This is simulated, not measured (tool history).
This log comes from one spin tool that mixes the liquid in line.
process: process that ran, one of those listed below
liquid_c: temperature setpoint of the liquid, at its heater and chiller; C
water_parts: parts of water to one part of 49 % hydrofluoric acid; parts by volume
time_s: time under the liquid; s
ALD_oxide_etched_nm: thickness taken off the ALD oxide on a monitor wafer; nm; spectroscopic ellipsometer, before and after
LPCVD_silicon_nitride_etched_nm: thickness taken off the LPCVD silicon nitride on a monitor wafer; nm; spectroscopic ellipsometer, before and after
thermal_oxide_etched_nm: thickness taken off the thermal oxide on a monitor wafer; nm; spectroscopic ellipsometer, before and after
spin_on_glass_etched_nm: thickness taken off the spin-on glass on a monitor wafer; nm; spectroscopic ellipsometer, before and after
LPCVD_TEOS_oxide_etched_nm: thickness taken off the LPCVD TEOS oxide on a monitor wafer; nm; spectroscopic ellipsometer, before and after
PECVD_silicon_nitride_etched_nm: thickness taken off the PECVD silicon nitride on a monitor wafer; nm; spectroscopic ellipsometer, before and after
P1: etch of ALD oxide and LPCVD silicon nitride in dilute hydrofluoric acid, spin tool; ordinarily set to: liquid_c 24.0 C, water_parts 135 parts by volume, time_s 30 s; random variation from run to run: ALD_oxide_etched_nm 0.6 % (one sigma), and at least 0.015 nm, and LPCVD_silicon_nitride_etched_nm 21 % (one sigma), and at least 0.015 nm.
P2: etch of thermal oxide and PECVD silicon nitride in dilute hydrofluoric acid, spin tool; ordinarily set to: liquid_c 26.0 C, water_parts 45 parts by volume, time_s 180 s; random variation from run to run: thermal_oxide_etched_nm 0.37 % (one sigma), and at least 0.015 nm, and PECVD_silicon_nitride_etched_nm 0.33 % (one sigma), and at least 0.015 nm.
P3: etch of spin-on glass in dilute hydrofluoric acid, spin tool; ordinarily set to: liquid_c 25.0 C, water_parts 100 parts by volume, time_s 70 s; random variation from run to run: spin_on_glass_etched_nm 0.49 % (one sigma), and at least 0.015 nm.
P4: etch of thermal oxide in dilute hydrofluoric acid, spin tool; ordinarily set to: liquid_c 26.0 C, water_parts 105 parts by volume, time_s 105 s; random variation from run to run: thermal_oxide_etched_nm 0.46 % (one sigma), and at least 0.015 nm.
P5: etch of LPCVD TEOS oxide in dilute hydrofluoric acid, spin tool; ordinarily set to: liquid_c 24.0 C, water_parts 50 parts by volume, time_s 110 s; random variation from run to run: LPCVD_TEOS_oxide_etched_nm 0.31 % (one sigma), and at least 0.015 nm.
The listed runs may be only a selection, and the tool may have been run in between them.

run   hour  process  liquid_c  water_parts  time_s  hours since the thermometer was replaced  hours since the hydrofluoric acid flow meter was replaced  ALD_oxide_etched_nm  LPCVD_silicon_nitride_etched_nm  thermal_oxide_etched_nm  spin_on_glass_etched_nm  LPCVD_TEOS_oxide_etched_nm  PECVD_silicon_nitride_etched_nm
  1   11.9       P1      24.0          135      30                                     666.9                                                     1154.9               3.9992                         0.112330
  2   26.6       P1      24.0          135      30                                     681.6                                                     1169.6               4.0802                         0.067570
  3   35.2       P1      24.0          135      60                                     690.2                                                     1178.2               8.1430                         0.222420
  4   45.1       P1      29.0          135      15                                     700.1                                                     1188.1               2.4390                         0.055222
  5   54.0       P4      17.5          105     105                                     709.0                                                     1197.0                                                                         3.8329
  6   71.3       P1      24.0          135      30                                     726.3                                                     1214.3               4.0694                         0.119230
  7   80.4       P1      24.0          135      15                                     735.4                                                     1223.4               2.0404                         0.051375
  8   88.6       P1      30.0          135      30                                     743.6                                                     1231.6               5.0754                         0.117910
  9   97.5       P1      24.0          135      30                                     752.5                                                     1240.5               4.0840                         0.152230
 10  106.0       P1      24.0          135      30                                     761.0                                                     1249.0               4.0175                         0.077905
     121.7  -- thermometer replaced
 11  123.5       P4      26.0           35     105                                       1.8                                                     1266.5                                                                        18.0020
 12  134.7       P3      25.0          100     100                                      13.0                                                     1277.7                                                                                                 22.2680
 13  152.9       P5      24.0           50     195                                      31.2                                                     1295.9                                                                                                                              70.144
 14  163.2       P4      26.0          105     170                                      41.5                                                     1306.2                                                                         8.8370
 15  177.2       P1      24.0          205      15                                      55.5                                                     1320.2               1.2001                         0.016220
 16  186.4       P2      34.0           45     180                                      64.7                                                     1329.4                                                                        30.3060                                                                               27.0820
 17  196.3       P2      26.0           45     100                                      74.6                                                     1339.3                                                                        12.3170                                                                                9.0006
 18  205.6       P5      32.5           50     110                                      83.9                                                     1348.6                                                                                                                              55.994
 19  221.4       P2      26.0           20     180                                      99.7                                                     1364.4                                                                        51.6620                                                                               35.7550
 20  230.7       P4      26.0          105     105                                     109.0                                                     1373.7                                                                         5.4766
 21  242.0       P3      25.0          165      70                                     120.3                                                     1385.0                                                                                                  8.6208
 22  255.7       P1      24.0          135      30                                     134.0                                                     1398.7               4.0596                         0.142840
 23  263.8       P2      26.0           45     180                                     142.1                                                     1406.8                                                                        22.3230                                                                               16.2170
 24  271.8       P3      33.0          100      70                                     150.1                                                     1414.8                                                                                                 20.9210
 25  288.1       P5      24.0           50     110                                     166.4                                                     1431.1                                                                                                                              39.761
 26  298.8       P1      24.0          135      30                                     177.1                                                     1441.8               4.0962                         0.146030
 27  313.3       P3      25.0          100      70                                     191.6                                                     1456.3                                                                                                 15.4070
 28  326.9       P5      24.0           85     110                                     205.2                                                     1469.9                                                                                                                              22.349
 29  343.7       P3      25.0          100      70                                     222.0                                                     1486.7                                                                                                 15.5090
 30  360.3       P1      28.5          225      30                                     238.6                                                     1503.3               2.5757                         0.105200
 31  378.7       P1      20.0          135      30                                     257.0                                                     1521.7               3.4249                         0.118370
 32  387.5       P1      24.0          205      30                                     265.8                                                     1530.5               2.4837                         0.117240
 33  397.7       P1      24.0           60      30                                     276.0                                                     1540.7               9.9424                         0.255520
 34  406.2       P4      26.0          105     105                                     284.5                                                     1549.2                                                                         5.4282
 35  417.1       P1      24.0          135      30                                     295.4                                                     1560.1               4.0413                         0.113660
 36  429.4       P1      24.0          135      30                                     307.7                                                     1572.4               4.2409                         0.145940
 37  441.9       P1      24.0          135      30                                     320.2                                                     1584.9               4.3182                         0.139730
 38  455.4       P1      24.0          135      30                                     333.7                                                     1598.4               4.3197                         0.097465
 39  467.8       P1      24.0          135      30                                     346.1                                                     1610.8               4.3792                         0.092673
 40  480.0       P1      24.0          135      30                                     358.3                                                     1623.0               4.4212                         0.128370
 41  493.5       P1      24.0          135      30                                     371.8                                                     1636.5               4.4109                         0.125910
 42  504.4       P1      24.0          135      30                                     382.7                                                     1647.4               4.3866                         0.125720
 43  515.0       P1      24.0          135      30                                     393.3                                                     1658.0               4.3984                         0.099441

The log shows P1 creeping away from where it was. Any of the 2 causes listed here, at the size stated for it, fits the log just as well as the others:
A: hydrofluoric acid flow above the setpoint (%) = 7.59
B: liquid hotter than its thermometer reads (K) = 2.21
Onset of the creep was near hour 417.1.

Which of the 4 check runs listed below separates the causes, so that each cause would produce a clearly different result? Each run uses one wafer, and its results are marked with question marks.
check 1  525.6       P4      18.5          105     150                                                                                                                                                                                   ?
check 2  525.6       P3      32.5          100      70                                                                                                                                                                                                            ?
check 3  525.6       P5      31.5           70     110                                                                                                                                                                                                                                        ?
check 4  525.6       P2      33.0           20     180                                                                                                                                                                                   ?                                                                                     ?

If the cause were each of the candidates in turn, the checks would give the following:
  check                           result     if A     if B
check 1          thermal_oxide_etched_nm   6.2792   6.3401
check 2          spin_on_glass_etched_nm  22.4380  22.3580
check 3       LPCVD_TEOS_oxide_etched_nm   40.306   40.403
check 4          thermal_oxide_etched_nm  74.1740  75.0110
check 4  PECVD_silicon_nitride_etched_nm  60.4520  64.9110
Per-check spread between the two closest causes, in the result where they differ most: check 1 0.97 %; check 2 0.36 %; check 3 0.24 %; check 4 7.12 %
The causes can be told apart only by check 4. The other checks would give nearly the same results under each of them.

Check 4 has now been run. It gave: thermal_oxide_etched_nm 74.4480 nm; PECVD_silicon_nitride_etched_nm 60.2790 nm. Which of the candidate causes is it?

The cause is A: hydrofluoric acid flow above the setpoint (%).
